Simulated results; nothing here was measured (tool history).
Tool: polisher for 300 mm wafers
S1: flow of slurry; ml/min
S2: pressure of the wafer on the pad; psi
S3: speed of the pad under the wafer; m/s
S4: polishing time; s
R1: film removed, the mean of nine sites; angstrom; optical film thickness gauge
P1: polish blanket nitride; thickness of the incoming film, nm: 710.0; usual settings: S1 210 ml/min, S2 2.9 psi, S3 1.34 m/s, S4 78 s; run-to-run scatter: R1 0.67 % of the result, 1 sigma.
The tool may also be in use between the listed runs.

| run | hour | S1 | S2 | S3 | S4 | R1 |
|---|---|---|---|---|---|---|
| 1 | 10.4 | 210 | 2.9 | 1.34 | 78 | 1660.90 |
| 2 | 20.9 | 210 | 2.9 | 1.34 | 51 | 1083.70 |
| 3 | 29.0 | 210 | 2.9 | 1.34 | 78 | 1663.70 |
| 4 | 37.2 | 210 | 2.9 | 1.34 | 78 | 1679.40 |
| 5 | 55.6 | 210 | 1.8 | 1.34 | 78 | 1035.60 |
| 6 | 68.8 | 210 | 2.9 | 1.80 | 78 | 2113.20 |
| 7 | 76.9 | 160 | 2.9 | 1.34 | 96 | 1952.50 |
| 8 | 85.1 | 210 | 2.9 | 0.68 | 78 | 969.85 |
| 9 | 97.6 | 210 | 3.8 | 1.34 | 78 | 2169.60 |
| 10 | 108.9 | 210 | 2.9 | 1.34 | 78 | 1654.90 |
| 11 | 122.4 | 285 | 2.9 | 1.34 | 96 | 2102.70 |
| 12 | 135.1 | 280 | 2.9 | 1.34 | 121 | 2663.70 |
| 13 | 152.1 | 325 | 2.9 | 1.34 | 78 | 1742.90 |
| 14 | 165.3 | 125 | 2.9 | 1.34 | 78 | 1536.00 |
| 15 | 181.8 | 210 | 2.9 | 1.34 | 99 | 2114.20 |
| 16 | 194.7 | 210 | 2.9 | 1.34 | 78 | 1665.80 |
| 17 | 202.8 | 210 | 2.9 | 1.34 | 78 | 1657.30 |
| 18 | 211.2 | 210 | 2.9 | 1.34 | 78 | 1625.70 |
| 19 | 224.0 | 210 | 2.9 | 1.34 | 78 | 1585.40 |
| 20 | 234.5 | 210 | 2.9 | 1.34 | 78 | 1565.00 |
| 21 | 247.2 | 210 | 2.9 | 1.34 | 78 | 1547.40 |
| 22 | 259.0 | 210 | 2.9 | 1.34 | 78 | 1545.20 |
|  | 272.4 | worn pad replaced by a new one |
| 23 | 275.0 | 210 | 2.9 | 1.34 | 78 | 1513.20 |
| 24 | 285.1 | 210 | 2.9 | 1.34 | 78 | 1534.20 |

Forecast run 25:
| 25 | 297.6 | 210 | 2.9 | 1.34 | 78 | ? |

Run 25 gave R1 1532.20 angstrom.

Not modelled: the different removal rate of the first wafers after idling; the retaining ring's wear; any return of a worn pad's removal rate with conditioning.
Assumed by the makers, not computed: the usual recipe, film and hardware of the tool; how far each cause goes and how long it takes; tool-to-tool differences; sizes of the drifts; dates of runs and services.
